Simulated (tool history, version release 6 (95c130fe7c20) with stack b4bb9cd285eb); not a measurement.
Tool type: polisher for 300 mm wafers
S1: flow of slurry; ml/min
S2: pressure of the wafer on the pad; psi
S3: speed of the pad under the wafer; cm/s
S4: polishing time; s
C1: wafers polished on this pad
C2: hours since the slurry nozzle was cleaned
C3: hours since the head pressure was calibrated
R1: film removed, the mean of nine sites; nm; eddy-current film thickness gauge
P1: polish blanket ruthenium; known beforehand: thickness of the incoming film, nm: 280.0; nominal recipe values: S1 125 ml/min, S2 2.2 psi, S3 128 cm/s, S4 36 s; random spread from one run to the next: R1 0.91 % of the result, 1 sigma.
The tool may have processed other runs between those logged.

| run | day | S1 | S2 | S3 | S4 | C1 | C2 | C3 | R1 |
|---|---|---|---|---|---|---|---|---|---|
| 1 | 0.325 | 125 | 2.2 | 128 | 36 | 949 | 183.6 | 694.3 | 67.108 |
| 2 | 0.738 | 125 | 2.2 | 128 | 52 | 1050 | 193.5 | 704.2 | 97.455 |
|  | 0.842 | slurry nozzle cleaned |
| 3 | 1 | 75 | 2.2 | 128 | 36 | 1114 | 3.8 | 710.5 | 58.726 |
| 4 | 1.412 | 125 | 2.2 | 74 | 36 | 1215 | 13.7 | 720.4 | 39.179 |
| 5 | 1.775 | 160 | 2.2 | 128 | 36 | 1303 | 22.4 | 729.1 | 70.541 |
| 6 | 2.175 | 125 | 2.2 | 128 | 36 | 1401 | 32 | 738.7 | 67.025 |
| 7 | 2.642 | 125 | 1.2 | 128 | 36 | 1515 | 43.2 | 749.9 | 36.57 |
| 8 | 2.933 | 125 | 3.3 | 128 | 36 | 1587 | 50.2 | 756.9 | 99.491 |
| 9 | 3.333 | 125 | 2.2 | 128 | 36 | 1685 | 59.8 | 766.5 | 67.091 |
| 10 | 3.642 | 125 | 2.2 | 176 | 36 | 1760 | 67.2 | 773.9 | 90.701 |
| 11 | 4.025 | 125 | 2.2 | 128 | 16 | 1854 | 76.4 | 783.1 | 29.85 |
| 12 | 4.254 | 125 | 2.2 | 128 | 36 | 1910 | 81.9 | 788.6 | 67.649 |
| 13 | 4.733 | 180 | 2.2 | 128 | 57 | 2027 | 93.4 | 800.1 | 115.08 |
|  | 4.979 | head pressure recalibrated |
| 14 | 5.071 | 125 | 1.7 | 128 | 24 | 2109 | 101.5 | 2.2 | 34.938 |
| 15 | 5.479 | 125 | 2.2 | 82 | 51 | 2209 | 111.3 | 12 | 61.499 |
| 16 | 5.725 | 125 | 2.2 | 128 | 36 | 2269 | 117.2 | 17.9 | 66.765 |
| 17 | 6.138 | 125 | 2.2 | 128 | 36 | 2370 | 127.1 | 27.8 | 66.412 |
| 18 | 6.592 | 125 | 2.2 | 128 | 36 | 2481 | 138 | 38.7 | 64.604 |
| 19 | 6.938 | 125 | 2.2 | 128 | 36 | 2566 | 146.3 | 47 | 63.293 |
| 20 | 7.238 | 125 | 2.2 | 128 | 36 | 2639 | 153.5 | 54.2 | 62.882 |
| 21 | 7.575 | 125 | 2.2 | 128 | 36 | 2722 | 161.6 | 62.3 | 62.329 |
| 22 | 7.896 | 125 | 2.2 | 128 | 36 | 2800 | 169.3 | 70 | 61.869 |
| 23 | 8.121 | 125 | 2.2 | 128 | 36 | 2855 | 174.7 | 75.4 | 60.957 |
|  | 8.354 | worn pad replaced by a new one |
| 24 | 8.358 | 125 | 2.2 | 128 | 36 | 1 | 180.4 | 81.1 | 62.012 |
| 25 | 8.821 | 125 | 2.2 | 128 | 36 | 114 | 191.5 | 92.2 | 61.751 |
| 26 | 9.15 | 125 | 2.2 | 128 | 36 | 195 | 199.4 | 100.1 | 61.352 |
| 27 | 9.488 | 125 | 2.2 | 128 | 36 | 277 | 207.5 | 108.2 | 60.436 |

The output of P1 has drifted from where it used to be. Each of the 2 causes below, taken at the size shown beside it, accounts for the log equally well:
A: head's pressure below its setpoint, % = 9.19
B: slurry flow missing at the pad, % = 32.7
The drift started at roughly day 6.138.
The rest of the possible causes, and what rules out each one:
removal rate lost through wear of the pad, %: work on it at day 8.354, done after the drift set in, did not restore what the process gave before

Each of the check runs listed below is run on 5 wafers and reports their average, with the results left as question marks. Pick the one under which the possible causes would lead to clearly different results.
| check 1 | 9.825 | 125 | 1.7 | 128 | 36 |  |  |  | ? |
| check 2 | 9.825 | 125 | 2.2 | 92 | 28 |  |  |  | ? |
| check 3 | 9.825 | 125 | 2.2 | 74 | 36 |  |  |  | ? |
| check 4 | 9.825 | 90 | 2.2 | 84 | 36 |  |  |  | ? |

How each check would come out, cause by cause:
| check | result | if A | if B |
|---|---|---|---|
| check 1 | R1 | 47.197 | 47.202 |
| check 2 | R1 | 34.145 | 34.148 |
| check 3 | R1 | 35.311 | 35.315 |
| check 4 | R1 | 37.097 | 35.95 |
Gap, in per cent, between the two causes that each check separates least, read from the result that separates them most: check 1 0.01 %; check 2 0.01 %; check 3 0.01 %; check 4 3.14 %
Check 4 is the one run that separates the causes; every other check would come out nearly the same whichever cause is at work.

With check 4 done, the readings were: R1 37.197 nm. Identify which of the listed causes applies.

A is the cause: head's pressure below its setpoint, %.
